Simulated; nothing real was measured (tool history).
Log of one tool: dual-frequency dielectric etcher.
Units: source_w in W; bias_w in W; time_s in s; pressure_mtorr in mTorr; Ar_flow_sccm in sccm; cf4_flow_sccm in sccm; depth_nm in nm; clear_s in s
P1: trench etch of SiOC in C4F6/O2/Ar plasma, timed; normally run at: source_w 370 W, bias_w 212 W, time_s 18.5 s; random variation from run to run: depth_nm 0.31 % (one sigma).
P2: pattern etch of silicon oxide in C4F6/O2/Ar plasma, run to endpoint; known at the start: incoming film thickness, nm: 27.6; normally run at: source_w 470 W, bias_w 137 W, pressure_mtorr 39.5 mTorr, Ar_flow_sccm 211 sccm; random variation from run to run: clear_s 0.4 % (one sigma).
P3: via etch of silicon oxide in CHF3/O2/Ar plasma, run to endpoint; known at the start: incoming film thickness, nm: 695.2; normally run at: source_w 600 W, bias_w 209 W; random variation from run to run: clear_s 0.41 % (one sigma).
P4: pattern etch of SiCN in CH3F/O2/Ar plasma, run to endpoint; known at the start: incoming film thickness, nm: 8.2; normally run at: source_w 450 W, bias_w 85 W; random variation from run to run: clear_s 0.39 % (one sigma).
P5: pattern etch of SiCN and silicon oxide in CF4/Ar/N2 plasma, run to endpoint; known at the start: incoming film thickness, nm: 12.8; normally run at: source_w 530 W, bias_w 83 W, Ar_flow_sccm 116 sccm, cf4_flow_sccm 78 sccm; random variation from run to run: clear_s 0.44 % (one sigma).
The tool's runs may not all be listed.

run	day	process	source_w	bias_w	time_s	pressure_mtorr	Ar_flow_sccm	cf4_flow_sccm	depth_nm	clear_s
1	0.325	P1	370	212	18.5				39.428	
2	0.675	P1	370	212	18.5				39.740	
3	1.129	P2	340	137		39.5	211			10.0470
4	1.412	P1	280	212	14.5				27.838	
5	1.683	P2	470	137		54.0	211			9.2063
6	1.925	P4	450	110						17.4990
7	2.304	P2	470	137		39.5	211			8.8732
8	2.625	P3	600	289						292.7600
9	2.988	P4	450	85						19.1950
10	3.388	P1	370	212	11.0				23.498	
11	3.692	P5	530	83			116	78		12.2870
12	4.167	P3	600	209						328.3900
13	4.433	P1	370	212	18.5				39.778	
14	4.796	P3	830	209						290.8800
15	5.108	P5	530	83			116	78		12.2190
16	5.538	P5	530	83			116	107		11.7130
17	5.883	P4	270	85						23.1630
18	6.133	P1	260	212	18.5				34.602	
19	6.500	P1	440	212	18.5				42.461	
20	6.833	P1	370	212	18.5				39.704	
21	7.250	P1	370	212	18.5				39.678	
22	7.529	P4	450	85						19.1830
23	7.808	P1	300	212	25.0				49.040	
24	8.088	P1	370	212	23.5				50.166	
25	8.458	P2	470	137		39.5	211			8.8312
26	8.829	P1	370	212	18.5				39.503	
27	9.067	P5	730	83			116	78		9.2476
28	9.504	P3	600	209						329.9800
29	9.838	P2	470	137		39.5	146			8.4627
30	10.175	P5	530	83			77	78		11.5000
31	10.471	P1	370	267	25.5				59.088	
32	10.942	P1	370	262	18.5				42.629	
33	11.367	P1	370	212	18.5				39.797	
34	11.838	P2	470	87		39.5	211			10.0060
35	12.175	P1	370	152	18.5				35.710	
36	12.562	P5	530	116			116	78		10.8050
37	12.925	P1	370	212	18.5				39.797	
38	13.238	P1	370	212	18.5				40.032	
39	13.512	P1	370	212	18.5				40.173	
40	13.783	P1	370	212	18.5				40.327	
# day 13.838: wet clean of the chamber
41	14.021	P1	370	212	18.5				40.245	
42	14.300	P1	370	212	18.5				40.284	
43	14.667	P1	370	212	18.5				40.207	

What P1 gives has crept away from where it was. These 2 causes fit the log equally well, each at the size given:
A: source power that arrives over what is set, % = 4.13
B: bias power that arrives over what is set, % = 4.83
The creep began at about day 12.925.
Why every other cause is out:
chamber walls in a state that raises the etch rate, %: serviced at day 13.838, which brought nothing back

4 check runs are offered, each on 3 wafers whose results are averaged, their results left as question marks. Which one tells the causes apart?
check 1	15.033	P3	780	209						?
check 2	15.033	P4	280	85						?
check 3	15.033	P2	470	111		39.5	155			?
check 4	15.033	P5	710	83			116	101		?

What each check would give under each cause:
check	result	if A	if B
check 1	clear_s	293.5500	293.3500
check 2	clear_s	22.5210	22.4590
check 3	clear_s	8.9494	8.9780
check 4	clear_s	8.7922	8.9738
How far apart the two closest causes lie, in the result that separates them most: check 1 0.07 %; check 2 0.28 %; check 3 0.32 %; check 4 2.04 %
Only check 4 tells the causes apart: in the others they would give nearly the same result.

Then check 4 was run and gave: clear_s 8.7856 s. Which cause is it?

It is A: source power that arrives over what is set, %.
